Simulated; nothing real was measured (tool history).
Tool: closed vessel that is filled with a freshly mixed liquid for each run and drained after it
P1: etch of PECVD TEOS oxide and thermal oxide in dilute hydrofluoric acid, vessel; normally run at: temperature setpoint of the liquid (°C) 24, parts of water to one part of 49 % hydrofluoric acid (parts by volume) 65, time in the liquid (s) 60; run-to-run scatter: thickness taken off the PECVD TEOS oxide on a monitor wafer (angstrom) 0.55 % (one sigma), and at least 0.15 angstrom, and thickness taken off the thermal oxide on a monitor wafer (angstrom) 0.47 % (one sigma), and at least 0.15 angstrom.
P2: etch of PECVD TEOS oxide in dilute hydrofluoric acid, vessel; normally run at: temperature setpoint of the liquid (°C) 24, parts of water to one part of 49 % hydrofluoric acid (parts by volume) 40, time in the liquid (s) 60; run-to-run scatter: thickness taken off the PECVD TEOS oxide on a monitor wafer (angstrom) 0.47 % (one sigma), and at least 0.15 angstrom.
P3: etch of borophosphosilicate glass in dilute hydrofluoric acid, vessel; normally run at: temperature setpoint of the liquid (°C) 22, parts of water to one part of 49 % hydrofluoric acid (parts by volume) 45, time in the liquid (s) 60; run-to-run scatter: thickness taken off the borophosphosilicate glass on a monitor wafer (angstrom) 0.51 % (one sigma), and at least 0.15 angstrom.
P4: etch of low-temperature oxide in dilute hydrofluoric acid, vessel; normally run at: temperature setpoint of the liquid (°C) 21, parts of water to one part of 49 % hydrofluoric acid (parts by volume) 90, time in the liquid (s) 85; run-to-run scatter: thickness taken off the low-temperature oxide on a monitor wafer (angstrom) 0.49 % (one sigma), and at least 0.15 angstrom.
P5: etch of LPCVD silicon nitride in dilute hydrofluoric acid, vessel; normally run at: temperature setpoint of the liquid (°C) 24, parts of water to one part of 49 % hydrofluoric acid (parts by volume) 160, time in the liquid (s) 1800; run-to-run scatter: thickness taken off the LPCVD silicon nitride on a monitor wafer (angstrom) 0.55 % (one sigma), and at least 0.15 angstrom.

run   hour  process that ran  temperature setpoint of the liquid (°C)  parts of water to one part of 49 % hydrofluoric acid (parts by volume)  time in the liquid (s)  hours since the thermometer was replaced  hours since the hydrofluoric acid flow meter was replaced  thickness taken off the PECVD TEOS oxide on a monitor wafer (angstrom)  thickness taken off the thermal oxide on a monitor wafer (angstrom)  thickness taken off the LPCVD silicon nitride on a monitor wafer (angstrom)  thickness taken off the borophosphosilicate glass on a monitor wafer (angstrom)  thickness taken off the low-temperature oxide on a monitor wafer (angstrom)
  1   11.6                P1                                       24                                                                      65                      60                                     480.2                                                      669.8                                                                  231.05                                                               45.888
  2     27                P5                                       24                                                                     160                    1800                                     495.6                                                      685.2                                                                                                                                                                                                                    57.407
  3   44.1                P5                                       28                                                                     160                    1800                                     512.7                                                      702.3                                                                                                                                                                                                                    75.229
  4     55                P3                                       22                                                                      45                      30                                     523.6                                                      713.2                                                                                                                                                                                                                                                                                                     238.16
  5   68.5                P4                                       21                                                                      90                     145                                     537.1                                                      726.7                                                                                                                                                                                                                                                                                                                                                                                  265.87
  6   80.4                P4                                       21                                                                      90                      85                                       549                                                      738.6                                                                                                                                                                                                                                                                                                                                                                                  155.17
  7   94.4                P1                                       24                                                                      90                      60                                       563                                                      752.6                                                                  159.94                                                               31.688
  8  111.8                P1                                       24                                                                      65                      60                                     580.4                                                        770                                                                  232.11                                                               45.316
     116.8  -- thermometer replaced
  9  123.5                P5                                       24                                                                     160                     140                                       6.7                                                      781.7                                                                                                                                                                                                                    4.2284
 10  138.2                P2                                       24                                                                      40                      60                                      21.4                                                      796.4                                                                  181.07
 11    149                P3                                       22                                                                      45                      60                                      32.2                                                      807.2                                                                                                                                                                                                                                                                                                     472.02
 12  165.4                P2                                       24                                                                      40                      30                                      48.6                                                      823.6                                                                  89.914
 13  178.1                P1                                       17                                                                      95                      60                                      61.3                                                      836.3                                                                  113.74                                                               22.536
 14    190                P2                                       17                                                                      40                      60                                      73.2                                                      848.2                                                                  134.23
 15  206.2                P4                                       29                                                                      90                      85                                      89.4                                                      864.4                                                                                                                                                                                                                                                                                                                                                                                   213.5
 16  220.9                P1                                       24                                                                      65                      60                                     104.1                                                      879.1                                                                   232.4                                                               45.043
 17  230.9                P3                                       28                                                                      45                      60                                     114.1                                                      889.1                                                                                                                                                                                                                                                                                                     608.24
 18  239.6                P1                                       24                                                                      65                      60                                     122.8                                                      897.8                                                                  230.15                                                               45.708
 19    250                P1                                       24                                                                      20                      60                                     133.2                                                      908.2                                                                  794.77                                                                158.7
 20  262.3                P3                                       22                                                                      75                      60                                     145.5                                                      920.5                                                                                                                                                                                                                                                                                                     275.08
 21  276.8                P1                                       24                                                                      65                      30                                       160                                                        935                                                                  116.18                                                               22.927
 22  289.5                P1                                       24                                                                      65                      60                                     172.7                                                      947.7                                                                  233.02                                                                45.59
 23  300.9                P1                                       24                                                                      65                      60                                     184.1                                                      959.1                                                                  231.76                                                               45.382
 24  318.7                P1                                       19                                                                      65                      60                                     201.9                                                      976.9                                                                  187.27                                                               36.835
 25  336.8                P1                                     18.5                                                                      65                      30                                       220                                                        995                                                                  91.887                                                               18.017
 26  347.7                P1                                       17                                                                      65                      30                                     230.9                                                     1005.9                                                                  86.578                                                               17.011
 27  361.4                P2                                       24                                                                      20                      60                                     244.6                                                     1019.6                                                                  373.33
 28    372                P5                                       24                                                                      50                    1800                                     255.2                                                     1030.2                                                                                                                                                                                                                     183.5
 29  384.2                P1                                       24                                                                      65                      60                                     267.4                                                     1042.4                                                                  231.12                                                                45.95
 30  395.7                P4                                       21                                                                      25                      85                                     278.9                                                     1053.9                                                                                                                                                                                                                                                                                                                                                                                  607.81
 31  412.7                P1                                     30.5                                                                      65                      60                                     295.9                                                     1070.9                                                                  298.05                                                               58.671
 32  426.8                P1                                       24                                                                      65                     100                                       310                                                       1085                                                                  383.62                                                               76.023
 33  444.1                P4                                       21                                                                      90                      85                                     327.3                                                     1102.3                                                                                                                                                                                                                                                                                                                                                                                  156.01
 34  455.4                P1                                       24                                                                      65                      60                                     338.6                                                     1113.6                                                                  228.33                                                               45.845
 35  468.5                P1                                       24                                                                      65                      60                                     351.7                                                     1126.7                                                                  226.07                                                               43.983
 36  485.8                P1                                       24                                                                      65                      60                                       369                                                       1144                                                                  221.61                                                                42.95
 37  494.4                P1                                       24                                                                      65                      60                                     377.6                                                     1152.6                                                                  217.71                                                               42.913
 38  512.8                P1                                       24                                                                      65                      60                                       396                                                       1171                                                                  212.37                                                               42.084
 39  522.6                P1                                       24                                                                      65                      60                                     405.8                                                     1180.8                                                                  214.61                                                               42.041
 40  533.6                P1                                       24                                                                      65                      60                                     416.8                                                     1191.8                                                                  211.15                                                               41.908
 41  543.2                P1                                       24                                                                      65                      60                                     426.4                                                     1201.4                                                                  213.28                                                               41.548
 42  560.3                P1                                       24                                                                      65                      60                                     443.5                                                     1218.5                                                                  210.87                                                               41.798
 43  573.3                P1                                       24                                                                      65                      60                                     456.5                                                     1231.5                                                                  210.13                                                                41.33
 44  585.7                P1                                       24                                                                      65                      60                                     468.9                                                     1243.9                                                                  209.51                                                               41.188

Run 45 comes next. What will it give?
 45  600.7                P1                                       24                                                                      65                      60                                     483.9                                                     1258.9                                                                       ?                                                                    ?

Run 45 gave thickness taken off the PECVD TEOS oxide on a monitor wafer (angstrom) 210.28, thickness taken off the thermal oxide on a monitor wafer (angstrom) 41.563.
